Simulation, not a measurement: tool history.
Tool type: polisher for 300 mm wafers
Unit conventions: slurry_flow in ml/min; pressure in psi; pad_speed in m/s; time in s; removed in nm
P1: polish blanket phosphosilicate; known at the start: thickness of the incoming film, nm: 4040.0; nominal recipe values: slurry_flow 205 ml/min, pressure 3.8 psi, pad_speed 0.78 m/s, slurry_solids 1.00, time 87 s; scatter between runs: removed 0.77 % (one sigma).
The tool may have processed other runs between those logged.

run     day  slurry_flow  pressure  pad_speed  slurry_solids  time  wafers polished on this pad  hours since the slurry nozzle was cleaned  hours since the head pressure was calibrated  hours since the slurry blender was calibrated  hours since the conditioning disc was replaced  removed
  1   0.746          205       3.8       0.78           1.00    87                          754                                      611.8                                         825.6                                          285.4                                           182.5   690.85
  2   1.142          205       3.8       0.78           1.00   123                          840                                      621.3                                         835.1                                          294.9                                           192.0   975.76
  3   1.667          205       3.8       1.18           1.00    87                          953                                      633.9                                         847.7                                          307.5                                           204.6   957.06
  4   2.229          280       3.8       0.78           1.00    87                         1074                                      647.4                                         861.2                                          321.0                                           218.1   697.08
  5   2.742          205       2.5       0.78           1.00    87                         1185                                      659.7                                         873.5                                          333.3                                           230.4   447.88
  6   3.346          205       3.8       0.78           1.00    87                         1315                                      674.2                                         888.0                                          347.8                                           244.9   685.50
  7   3.971          125       3.8       0.78           1.00    87                         1450                                      689.2                                         903.0                                          362.8                                           259.9   632.24
  8   4.696          205       3.8       0.78           0.75    87                         1607                                      706.6                                         920.4                                          380.2                                           277.3   596.99
  9   5.150          205       3.8       0.78           1.00    62                         1705                                      717.5                                         931.3                                          391.1                                           288.2   498.35
 10   5.800          205       3.8       0.78           1.00    87                         1845                                      733.1                                         946.9                                          406.7                                           303.8   690.81
 11   6.471          205       3.8       0.78           1.00    87                         1990                                      749.2                                         963.0                                          422.8                                           319.9   680.41
 12   6.979          205       5.9       0.78           1.00    87                         2100                                      761.4                                         975.2                                          435.0                                           332.1  1053.30
 13   7.396          205       3.8       0.78           1.00    87                         2190                                      771.4                                         985.2                                          445.0                                           342.1   679.93
 14   8.100          205       3.8       0.78           1.45    87                         2342                                      788.3                                        1002.1                                          461.9                                           359.0   799.36
 15   8.612          205       3.8       0.48           1.00    87                         2453                                      800.6                                        1014.4                                          474.2                                           371.3   463.03
 16   8.983          125       3.8       0.78           1.00    56                         2533                                      809.5                                        1023.3                                          483.1                                           380.2   403.72
 17   9.538          205       3.8       0.78           1.00    87                         2652                                      822.8                                        1036.6                                          496.4                                           393.5   684.83
 18   9.962          205       3.8       0.78           1.00    87                         2744                                      833.0                                        1046.8                                          506.6                                           403.7   655.77
 19  10.625          205       3.8       0.78           1.00    87                         2887                                      848.9                                        1062.7                                          522.5                                           419.6   621.01
 20  11.071          205       3.8       0.78           1.00    87                         2984                                      859.6                                        1073.4                                          533.2                                           430.3   614.21
     11.683  -- head pressure recalibrated
 21  11.717          205       3.8       0.78           1.00    87                         3123                                      875.1                                           0.9                                          548.7                                           445.8   606.77
     11.821  -- slurry nozzle cleaned
     11.904  -- conditioning disc replaced and pad reconditioned
 22  12.279          205       3.8       0.78           1.00    87                         3245                                       11.1                                          14.4                                          562.2                                             9.1   587.79
 23  12.642          205       3.8       0.78           1.00    87                         3323                                       19.8                                          23.1                                          570.9                                            17.8   589.79
 24  13.212          205       3.8       0.78           1.00    87                         3446                                       33.5                                          36.8                                          584.6                                            31.5   594.12

What P1 gives has crept off from where it sat before. The 2 causes that follow fit the log equally well, each at the size noted:
A: abrasive missing from the slurry, % = 25.6
B: removal rate lost through wear of the pad, % = 13.5
The drift started at roughly day 9.538.
The rest of the possible causes, and what rules out each one:
slurry flow missing at the pad, %: maintenance at day 11.821, after the shift began, did not return the process to its former output
head's pressure below its setpoint, %: maintenance at day 11.683, after the shift began, did not return the process to its former output
time polished since the conditioner stopped cutting, s: maintenance at day 11.904, after the shift began, did not return the process to its former output

Below are 4 check runs, each averaged over 5 wafers, with their results shown as question marks. Which of them would give clearly different results depending on which cause is behind the drift?
check 1  13.783          130       5.1       0.78           1.00    87                                                                                                                                                                                                                             ?
check 2  13.783          205       3.8       0.78           1.45    87                                                                                                                                                                                                                             ?
check 3  13.783          205       3.8       1.18           1.00   120                                                                                                                                                                                                                             ?
check 4  13.783          125       3.8       0.78           1.00   119                                                                                                                                                                                                                             ?

Expected result of each check under each candidate cause:
  check   result     if A     if B
check 1  removed   739.56   739.77
check 2  removed   708.91   690.21
check 3  removed  1138.40  1138.80
check 4  removed   747.85   748.07
Distance between the nearest two causes, measured in the result of the check that separates them most: check 1 0.03 %; check 2 2.67 %; check 3 0.03 %; check 4 0.03 %
Check 2 distinguishes between the causes, while the remaining checks would return nearly the same result for all of them.

Here is what check 2 returned: removed 713.00 nm. Which cause is it?

A is the cause: abrasive missing from the slurry, %.
